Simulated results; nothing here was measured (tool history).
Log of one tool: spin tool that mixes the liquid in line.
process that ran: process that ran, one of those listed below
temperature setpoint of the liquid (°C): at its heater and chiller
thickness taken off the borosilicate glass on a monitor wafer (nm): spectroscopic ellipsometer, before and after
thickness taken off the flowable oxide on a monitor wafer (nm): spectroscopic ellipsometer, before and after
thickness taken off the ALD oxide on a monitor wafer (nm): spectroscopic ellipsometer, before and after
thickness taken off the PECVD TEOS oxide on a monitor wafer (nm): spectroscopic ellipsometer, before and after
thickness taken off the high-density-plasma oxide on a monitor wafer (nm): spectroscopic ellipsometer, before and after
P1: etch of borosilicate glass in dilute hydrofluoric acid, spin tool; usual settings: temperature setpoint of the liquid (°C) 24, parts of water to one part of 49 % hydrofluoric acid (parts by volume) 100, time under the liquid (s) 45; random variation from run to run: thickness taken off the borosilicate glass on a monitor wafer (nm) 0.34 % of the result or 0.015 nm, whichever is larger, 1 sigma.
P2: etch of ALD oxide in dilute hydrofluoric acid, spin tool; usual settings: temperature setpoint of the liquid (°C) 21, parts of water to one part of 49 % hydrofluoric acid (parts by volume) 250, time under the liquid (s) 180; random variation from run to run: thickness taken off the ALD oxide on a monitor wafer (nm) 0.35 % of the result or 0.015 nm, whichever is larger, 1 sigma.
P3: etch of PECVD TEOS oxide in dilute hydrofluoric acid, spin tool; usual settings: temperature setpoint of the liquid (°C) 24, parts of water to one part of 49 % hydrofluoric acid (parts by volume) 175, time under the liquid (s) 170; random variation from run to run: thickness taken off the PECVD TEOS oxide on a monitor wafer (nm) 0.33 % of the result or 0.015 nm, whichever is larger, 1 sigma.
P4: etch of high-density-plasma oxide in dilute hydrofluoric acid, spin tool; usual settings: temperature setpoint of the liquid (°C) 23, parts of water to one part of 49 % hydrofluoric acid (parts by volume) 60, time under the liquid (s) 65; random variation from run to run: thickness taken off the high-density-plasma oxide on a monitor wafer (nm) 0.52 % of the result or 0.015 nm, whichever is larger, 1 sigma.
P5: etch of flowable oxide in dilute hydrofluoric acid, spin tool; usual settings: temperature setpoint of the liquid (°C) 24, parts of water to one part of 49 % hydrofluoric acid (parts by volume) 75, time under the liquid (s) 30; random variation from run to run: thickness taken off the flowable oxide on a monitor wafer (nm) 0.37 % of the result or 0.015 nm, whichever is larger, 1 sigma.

run   hour  process that ran  temperature setpoint of the liquid (°C)  parts of water to one part of 49 % hydrofluoric acid (parts by volume)  time under the liquid (s)  hours since the thermometer was replaced  hours since the hydrofluoric acid flow meter was replaced  thickness taken off the borosilicate glass on a monitor wafer (nm)  thickness taken off the flowable oxide on a monitor wafer (nm)  thickness taken off the ALD oxide on a monitor wafer (nm)  thickness taken off the PECVD TEOS oxide on a monitor wafer (nm)  thickness taken off the high-density-plasma oxide on a monitor wafer (nm)
  1    6.4                P1                                       24                                                                     100                         45                                     769.4                                                     1368.4                                                              14.294
  2    9.2                P5                                       24                                                                      75                         15                                     772.2                                                     1371.2                                                                                                                                6.37
  3   13.4                P2                                       21                                                                     435                        180                                     776.4                                                     1375.4                                                                                                                                                                                         4.1439
  4     19                P3                                       24                                                                     175                         45                                       782                                                       1381                                                                                                                                                                                                                                                           6.2028
  5   21.9                P3                                       17                                                                     175                        170                                     784.9                                                     1383.9                                                                                                                                                                                                                                                             17.8
  6   25.4                P1                                       24                                                                     145                         45                                     788.4                                                     1387.4                                                              9.3184
  7   29.7                P1                                     18.5                                                                     100                         45                                     792.7                                                     1391.7                                                              11.418
  8   34.6                P3                                       24                                                                     275                        170                                     797.6                                                     1396.6                                                                                                                                                                                                                                                           13.481
  9   41.1                P1                                       24                                                                     100                         15                                     804.1                                                     1403.1                                                              4.7401
 10   45.8                P5                                       24                                                                      75                         30                                     808.8                                                     1407.8                                                                                                                              12.649
 11   49.7                P2                                       21                                                                     250                        180                                     812.7                                                     1411.7                                                                                                                                                                                         8.5482
 12   52.8                P1                                     19.5                                                                     100                         80                                     815.8                                                     1414.8                                                              21.159
 13   59.3                P5                                       24                                                                     115                         30                                     822.3                                                     1421.3                                                                                                                              7.8607
 14   65.1                P1                                       24                                                                     100                         45                                     828.1                                                     1427.1                                                              14.271
 15     69                P1                                       24                                                                      20                         45                                       832                                                       1431                                                              79.235
 16   73.8                P5                                       17                                                                      75                         30                                     836.8                                                     1435.8                                                                                                                              9.5308
 17   77.1                P2                                       21                                                                     250                        180                                     840.1                                                     1439.1                                                                                                                                                                                         8.5163
 18   80.5                P5                                       24                                                                      75                         30                                     843.5                                                     1442.5                                                                                                                              12.674
 19     84                P1                                       24                                                                     100                         45                                       847                                                       1446                                                              14.295
 20   87.7                P1                                     29.5                                                                     100                         70                                     850.7                                                     1449.7                                                              27.333
 21   92.7                P1                                       24                                                                     100                         45                                     855.7                                                     1454.7                                                              14.251
 22   96.1                P4                                       23                                                                     105                         65                                     859.1                                                     1458.1                                                                                                                                                                                                                                                                                                                                      3.0253
 23  100.2                P1                                       24                                                                     100                         45                                     863.2                                                     1462.2                                                              14.311
 24    106                P1                                       24                                                                     100                         65                                       869                                                       1468                                                              20.676
 25  111.8                P4                                       23                                                                      60                         65                                     874.8                                                     1473.8                                                                                                                                                                                                                                                                                                                                      5.5807
 26  118.2                P1                                     32.5                                                                     100                         45                                     881.2                                                     1480.2                                                              19.565
 27    123                P4                                       23                                                                      60                         20                                       886                                                       1485                                                                                                                                                                                                                                                                                                                                      1.7073
 28  126.8                P1                                       24                                                                     100                         45                                     889.8                                                     1488.8                                                              14.248
 29  130.2                P4                                       27                                                                      60                         65                                     893.2                                                     1492.2                                                                                                                                                                                                                                                                                                                                      6.5438
 30  136.4                P2                                     27.5                                                                     250                        180                                     899.4                                                     1498.4                                                                                                                                                                                         10.689
 31  141.1                P4                                       23                                                                      60                         65                                     904.1                                                     1503.1                                                                                                                                                                                                                                                                                                                                      5.5537
 32  145.3                P3                                       24                                                                     175                        170                                     908.3                                                     1507.3                                                                                                                                                                                                                                                           23.387
 33  150.4                P2                                       21                                                                     250                        285                                     913.4                                                     1512.4                                                                                                                                                                                         13.489
 34  156.6                P1                                       30                                                                      60                         45                                     919.6                                                     1518.6                                                               31.75
 35  160.1                P1                                       24                                                                     100                         45                                     923.1                                                     1522.1                                                              14.295
 36  163.3                P1                                       24                                                                     100                         45                                     926.3                                                     1525.3                                                              14.667
 37  166.9                P1                                       24                                                                     100                         45                                     929.9                                                     1528.9                                                              14.824
 38  171.5                P1                                       24                                                                     100                         45                                     934.5                                                     1533.5                                                              15.275
 39  176.9                P1                                       24                                                                     100                         45                                     939.9                                                     1538.9                                                               15.32
 40  182.9                P1                                       24                                                                     100                         45                                     945.9                                                     1544.9                                                              15.527
 41  187.7                P1                                       24                                                                     100                         45                                     950.7                                                     1549.7                                                              15.557
 42  192.3                P1                                       24                                                                     100                         45                                     955.3                                                     1554.3                                                              15.439
 43  196.4                P1                                       24                                                                     100                         45                                     959.4                                                     1558.4                                                              15.508
 44  201.8                P1                                       24                                                                     100                         45                                     964.8                                                     1563.8                                                              15.695
 45  206.6                P1                                       24                                                                     100                         45                                     969.6                                                     1568.6                                                              15.607

What P1 gives has crept away from where it was. These 2 causes fit the log equally well, each at the size given:
A: hydrofluoric acid flow above the setpoint (%) = 8.71
B: liquid hotter than its thermometer reads (K) = 2.39
The creep began at about hour 160.1.

4 check runs are offered, one wafer each, their results left as question marks. Which one tells the causes apart?
check 1  211.4                P4                                       23                                                                     105                         25                                                                                                                                                                                                                                                                                                                                                                                                                                                ?
check 2  211.4                P2                                       24                                                                     435                        180                                                                                                                                                                                                                                                                                                   ?
check 3  211.4                P5                                     19.5                                                                      75                         30                                                                                                                                                                                                                                        ?
check 4  211.4                P3                                     19.5                                                                     175                         50                                                                                                                                                                                                                                                                                                                                                                     ?

What each check would give under each cause:
  check                                                                     result    if A    if B
check 1  thickness taken off the high-density-plasma oxide on a monitor wafer (nm)  1.2676  1.2684
check 2                  thickness taken off the ALD oxide on a monitor wafer (nm)  5.1397  4.9458
check 3             thickness taken off the flowable oxide on a monitor wafer (nm)  11.535  11.636
check 4           thickness taken off the PECVD TEOS oxide on a monitor wafer (nm)  6.3829  6.3535
How far apart the two closest causes lie, in the result that separates them most: check 1 0.06 %; check 2 3.85 %; check 3 0.88 %; check 4 0.46 %
Only check 2 tells the causes apart: in the others they would give nearly the same result.

Check 2 was then run and gave: thickness taken off the ALD oxide on a monitor wafer (nm) 5.1494. Which cause is it?

It is A: hydrofluoric acid flow above the setpoint (%).

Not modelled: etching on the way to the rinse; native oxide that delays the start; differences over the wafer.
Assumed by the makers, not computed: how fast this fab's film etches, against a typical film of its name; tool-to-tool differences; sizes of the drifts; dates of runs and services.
